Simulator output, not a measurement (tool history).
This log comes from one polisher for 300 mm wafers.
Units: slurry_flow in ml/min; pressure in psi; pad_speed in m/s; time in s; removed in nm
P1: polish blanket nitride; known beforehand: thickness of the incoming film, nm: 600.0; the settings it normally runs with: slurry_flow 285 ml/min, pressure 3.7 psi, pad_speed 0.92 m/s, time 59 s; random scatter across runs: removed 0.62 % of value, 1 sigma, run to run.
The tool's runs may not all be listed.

run,hour,slurry_flow,pressure,pad_speed,time,removed
1,9.5,285,3.7,0.92,59,89.268
2,20.5,285,3.7,0.92,27,40.940
3,29.8,385,3.7,1.28,59,119.680
4,40.0,360,3.7,0.92,59,90.530
5,58.0,285,3.7,1.40,59,124.350
# hour 65.7: worn pad replaced by a new one
6,66.2,285,3.7,0.92,59,87.896
7,75.6,200,3.7,0.92,59,85.231
8,93.7,285,2.4,0.92,42,40.873
9,107.9,285,3.7,0.92,59,88.830
10,116.9,285,2.0,0.92,59,47.951
11,132.9,285,5.8,0.92,59,137.630
12,142.5,285,3.7,0.92,85,127.720
13,160.6,285,3.7,0.92,59,89.358
14,170.3,285,3.7,0.42,59,47.335
15,178.5,285,3.7,0.92,59,89.063
16,196.7,285,3.7,0.92,59,89.878
17,206.1,285,3.7,0.92,59,87.683
18,223.2,285,3.7,0.92,59,85.810
19,235.3,285,3.7,0.92,59,86.452
20,252.8,285,3.7,0.92,59,84.590
# hour 263.1: worn pad replaced by a new one
21,264.7,285,3.7,0.92,59,84.338
22,272.9,285,3.7,0.92,59,84.643
23,283.9,285,3.7,0.92,59,84.516
24,293.0,285,3.7,0.92,59,84.642
25,308.8,285,3.7,0.92,59,83.240
26,320.8,285,3.7,0.92,59,83.954

The log shows P1 creeping away from where it was. Any of the 2 causes listed here, at the size stated for it, fits the log just as well as the others:
A: head's pressure below its setpoint, % = 5.37
B: slurry flow missing at the pad, % = 37.2
Onset of the creep was near hour 196.7.
Ruled out, with reasons:
removal rate lost through wear of the pad, %: serviced after onset, at hour 263.1, with no recovery of the prior output

Each of the check runs listed below is run on 5 wafers and reports their average, with the results left as question marks. Pick the one under which the possible causes would lead to clearly different results.
check 1,332.8,285,5.0,0.92,59,?
check 2,332.8,285,5.4,0.92,29,?
check 3,332.8,200,3.7,0.56,59,?
check 4,332.8,285,4.6,1.28,59,?

Check results expected under each cause:
check,result,if A,if B
check 1,removed,113.960,113.970
check 2,removed,60.497,60.500
check 3,removed,54.485,53.317
check 4,removed,136.550,136.560
Per check, the gap between the least separated pair of causes, taken in the result that splits them most: check 1 0 %; check 2 0 %; check 3 2.17 %; check 4 0 %
The causes can be told apart only by check 3. The other checks would give nearly the same results under each of them.

Here is what check 3 returned: removed 54.285 nm. Which cause is it?

A is the cause: head's pressure below its setpoint, %.
